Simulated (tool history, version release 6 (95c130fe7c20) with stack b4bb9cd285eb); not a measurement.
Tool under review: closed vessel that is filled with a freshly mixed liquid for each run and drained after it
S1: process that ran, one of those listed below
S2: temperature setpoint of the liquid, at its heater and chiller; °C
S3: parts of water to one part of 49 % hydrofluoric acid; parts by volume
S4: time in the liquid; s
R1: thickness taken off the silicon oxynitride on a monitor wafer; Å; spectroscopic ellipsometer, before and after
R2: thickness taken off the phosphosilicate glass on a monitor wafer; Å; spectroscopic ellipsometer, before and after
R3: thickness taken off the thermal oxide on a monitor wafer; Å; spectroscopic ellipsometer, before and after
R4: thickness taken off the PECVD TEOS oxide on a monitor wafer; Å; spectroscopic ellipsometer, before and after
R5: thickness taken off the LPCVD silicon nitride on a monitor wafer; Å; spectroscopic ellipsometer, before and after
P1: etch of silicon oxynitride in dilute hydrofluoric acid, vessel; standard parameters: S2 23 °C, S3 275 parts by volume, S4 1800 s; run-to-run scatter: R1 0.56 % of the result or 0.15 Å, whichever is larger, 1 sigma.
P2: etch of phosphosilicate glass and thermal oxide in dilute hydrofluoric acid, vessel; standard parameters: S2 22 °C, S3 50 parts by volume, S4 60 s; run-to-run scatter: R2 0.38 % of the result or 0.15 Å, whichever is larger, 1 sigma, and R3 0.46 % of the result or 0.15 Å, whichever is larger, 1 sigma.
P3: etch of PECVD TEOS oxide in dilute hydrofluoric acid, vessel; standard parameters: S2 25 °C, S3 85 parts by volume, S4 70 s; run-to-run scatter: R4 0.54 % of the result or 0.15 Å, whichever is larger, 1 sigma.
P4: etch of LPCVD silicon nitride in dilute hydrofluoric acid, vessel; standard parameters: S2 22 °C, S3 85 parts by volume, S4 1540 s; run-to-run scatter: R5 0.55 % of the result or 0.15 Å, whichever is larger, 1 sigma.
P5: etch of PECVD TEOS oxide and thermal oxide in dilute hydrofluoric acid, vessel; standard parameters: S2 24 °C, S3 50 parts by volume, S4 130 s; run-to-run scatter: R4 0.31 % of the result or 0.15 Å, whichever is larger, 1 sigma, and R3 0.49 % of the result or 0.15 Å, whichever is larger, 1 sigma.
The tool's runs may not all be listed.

{"run": 1, "hour": 7.6, "S1": "P1", "S2": 23, "S3": 275, "S4": 1800, "R1": 77.223}
{"run": 2, "hour": 19.5, "S1": "P1", "S2": 23, "S3": 275, "S4": 1800, "R1": 76.639}
{"run": 3, "hour": 33.0, "S1": "P2", "S2": 22, "S3": 25, "S4": 60, "R2": 2002.2, "R3": 115.81}
{"run": 4, "hour": 41.5, "S1": "P3", "S2": 25, "S3": 85, "S4": 70, "R4": 109.49}
{"run": 5, "hour": 55.2, "S1": "P4", "S2": 22, "S3": 25, "S4": 1540, "R5": 268.46}
{"run": 6, "hour": 67.2, "S1": "P4", "S2": 27.5, "S3": 85, "S4": 1540, "R5": 117.89}
{"run": 7, "hour": 81.0, "S1": "P2", "S2": 22, "S3": 50, "S4": 60, "R2": 973.7, "R3": 56.398}
{"run": 8, "hour": 91.6, "S1": "P1", "S2": 23, "S3": 275, "S4": 1800, "R1": 77.655}
{"run": 9, "hour": 109.2, "S1": "P1", "S2": 23, "S3": 275, "S4": 165, "R1": 6.7572}
{"run": 10, "hour": 123.9, "S1": "P1", "S2": 28, "S3": 275, "S4": 3320, "R1": 174.51}
{"run": 11, "hour": 136.4, "S1": "P3", "S2": 25, "S3": 85, "S4": 30, "R4": 46.543}
{"run": 12, "hour": 150.1, "S1": "P4", "S2": 22, "S3": 85, "S4": 440, "R5": 23.459}
{"run": 13, "hour": 160.2, "S1": "P1", "S2": 23, "S3": 275, "S4": 2755, "R1": 118.41}
{"run": 14, "hour": 172.7, "S1": "P1", "S2": 17, "S3": 275, "S4": 1800, "R1": 58.921}
{"run": 15, "hour": 186.4, "S1": "P1", "S2": 28.5, "S3": 275, "S4": 1800, "R1": 95.712}
{"run": 16, "hour": 203.2, "S1": "P3", "S2": 25, "S3": 20, "S4": 70, "R4": 501.57}
{"run": 17, "hour": 220.0, "S1": "P1", "S2": 23, "S3": 465, "S4": 890, "R1": 20.133}
{"run": 18, "hour": 230.8, "S1": "P2", "S2": 30, "S3": 50, "S4": 60, "R2": 1346.8, "R3": 77.396}
{"run": 19, "hour": 240.5, "S1": "P4", "S2": 22, "S3": 85, "S4": 1540, "R5": 82}
{"run": 20, "hour": 248.4, "S1": "P5", "S2": 17, "S3": 50, "S4": 130, "R3": 95.571, "R4": 252.03}
{"run": 21, "hour": 262.2, "S1": "P5", "S2": 24, "S3": 50, "S4": 30, "R3": 29.644, "R4": 77.884}
{"run": 22, "hour": 273.4, "S1": "P2", "S2": 22, "S3": 50, "S4": 110, "R2": 1782.7, "R3": 104.48}
{"run": 23, "hour": 285.0, "S1": "P1", "S2": 23, "S3": 275, "S4": 1800, "R1": 76.313}
{"run": 24, "hour": 299.0, "S1": "P5", "S2": 24, "S3": 20, "S4": 130, "R3": 336.62, "R4": 878.2}
{"run": 25, "hour": 313.0, "S1": "P1", "S2": 23, "S3": 475, "S4": 1800, "R1": 39.719}
{"run": 26, "hour": 328.8, "S1": "P1", "S2": 23, "S3": 120, "S4": 1800, "R1": 195.61}
{"run": 27, "hour": 345.7, "S1": "P1", "S2": 23, "S3": 275, "S4": 1800, "R1": 77.254}
{"run": 28, "hour": 360.4, "S1": "P3", "S2": 18.5, "S3": 85, "S4": 70, "R4": 82.958}
{"run": 29, "hour": 376.4, "S1": "P2", "S2": 22, "S3": 50, "S4": 60, "R2": 974.28, "R3": 56.557}
{"run": 30, "hour": 384.8, "S1": "P1", "S2": 30, "S3": 165, "S4": 1800, "R1": 188.07}
{"run": 31, "hour": 397.9, "S1": "P5", "S2": 24, "S3": 50, "S4": 130, "R3": 128.49, "R4": 338.22}
{"run": 32, "hour": 408.6, "S1": "P3", "S2": 25, "S3": 85, "S4": 70, "R4": 108.07}

Run 33 is up next; what results do you expect?
{"run": 33, "hour": 424.4, "S1": "P1", "S2": 23, "S3": 275, "S4": 1800, "R1": "?"}

{"run 33": {"R1": 77.149}}
